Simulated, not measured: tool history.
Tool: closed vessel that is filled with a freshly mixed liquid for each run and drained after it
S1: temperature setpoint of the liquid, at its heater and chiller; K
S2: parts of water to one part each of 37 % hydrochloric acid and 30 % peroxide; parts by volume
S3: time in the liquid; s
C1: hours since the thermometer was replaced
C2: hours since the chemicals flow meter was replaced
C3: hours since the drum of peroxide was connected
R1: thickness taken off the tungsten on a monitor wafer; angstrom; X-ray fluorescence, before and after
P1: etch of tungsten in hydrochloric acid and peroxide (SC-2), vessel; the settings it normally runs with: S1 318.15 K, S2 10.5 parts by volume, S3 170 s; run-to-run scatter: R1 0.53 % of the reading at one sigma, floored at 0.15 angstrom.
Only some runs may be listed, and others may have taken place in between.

{"run": 1, "hour": 5.4, "S1": 318.15, "S2": 10.5, "S3": 170, "C1": 865.1, "C2": 223.8, "C3": 549.3, "R1": 305.85}
{"run": 2, "hour": 12.1, "S1": 308.15, "S2": 10.5, "S3": 170, "C1": 871.8, "C2": 230.5, "C3": 556, "R1": 147.94}
{"run": 3, "hour": 18.1, "S1": 318.15, "S2": 10.5, "S3": 285, "C1": 877.8, "C2": 236.5, "C3": 562, "R1": 511.04}
{"run": 4, "hour": 22.0, "S1": 318.15, "S2": 4, "S3": 170, "C1": 881.7, "C2": 240.4, "C3": 565.9, "R1": 632.99}
{"run": 5, "hour": 27.3, "S1": 318.15, "S2": 10.5, "S3": 80, "C1": 887, "C2": 245.7, "C3": 571.2, "R1": 143.24}
{"run": 6, "hour": 30.2, "S1": 318.15, "S2": 16.5, "S3": 170, "C1": 889.9, "C2": 248.6, "C3": 574.1, "R1": 206.39}
{"run": 7, "hour": 37.0, "S1": 318.15, "S2": 10.5, "S3": 170, "C1": 896.7, "C2": 255.4, "C3": 580.9, "R1": 302.56}
{"run": 8, "hour": 42.0, "S1": 318.15, "S2": 10.5, "S3": 170, "C1": 901.7, "C2": 260.4, "C3": 585.9, "R1": 304.33}
{"run": 9, "hour": 45.5, "S1": 318.15, "S2": 10.5, "S3": 170, "C1": 905.2, "C2": 263.9, "C3": 589.4, "R1": 306.84}
{"run": 10, "hour": 49.9, "S1": 331.15, "S2": 10.5, "S3": 170, "C1": 909.6, "C2": 268.3, "C3": 593.8, "R1": 722.88}
{"run": 11, "hour": 53.9, "S1": 318.15, "S2": 17, "S3": 30, "C1": 913.6, "C2": 272.3, "C3": 597.8, "R1": 35.376}
{"run": 12, "hour": 60.1, "S1": 318.15, "S2": 10.5, "S3": 170, "C1": 919.8, "C2": 278.5, "C3": 604, "R1": 305.18}
{"run": 13, "hour": 65.5, "S1": 318.15, "S2": 10.5, "S3": 170, "C1": 925.2, "C2": 283.9, "C3": 609.4, "R1": 304.09}
{"run": 14, "hour": 72.0, "S1": 318.15, "S2": 10.5, "S3": 170, "C1": 931.7, "C2": 290.4, "C3": 615.9, "R1": 306.07}
{"run": 15, "hour": 77.6, "S1": 318.15, "S2": 10.5, "S3": 170, "C1": 937.3, "C2": 296, "C3": 621.5, "R1": 291.89}
{"run": 16, "hour": 82.7, "S1": 318.15, "S2": 10.5, "S3": 170, "C1": 942.4, "C2": 301.1, "C3": 626.6, "R1": 286.82}
{"run": 17, "hour": 89.1, "S1": 318.15, "S2": 10.5, "S3": 170, "C1": 948.8, "C2": 307.5, "C3": 633, "R1": 283.89}
{"hour": 91.8, "done": "new drum of peroxide connected"}
{"run": 18, "hour": 92.4, "S1": 318.15, "S2": 10.5, "S3": 170, "C1": 952.1, "C2": 310.8, "C3": 0.6, "R1": 281.47}
{"run": 19, "hour": 95.4, "S1": 318.15, "S2": 10.5, "S3": 170, "C1": 955.1, "C2": 313.8, "C3": 3.6, "R1": 281.96}
{"run": 20, "hour": 101.7, "S1": 318.15, "S2": 10.5, "S3": 170, "C1": 961.4, "C2": 320.1, "C3": 9.9, "R1": 279.02}
{"run": 21, "hour": 104.7, "S1": 318.15, "S2": 10.5, "S3": 170, "C1": 964.4, "C2": 323.1, "C3": 12.9, "R1": 277.88}

Predict the results of run 22:
{"run": 22, "hour": 110.2, "S1": 318.15, "S2": 10.5, "S3": 170, "C1": 969.9, "C2": 328.6, "C3": 18.4, "R1": "?"}

{"run 22": {"R1": 278.83}}

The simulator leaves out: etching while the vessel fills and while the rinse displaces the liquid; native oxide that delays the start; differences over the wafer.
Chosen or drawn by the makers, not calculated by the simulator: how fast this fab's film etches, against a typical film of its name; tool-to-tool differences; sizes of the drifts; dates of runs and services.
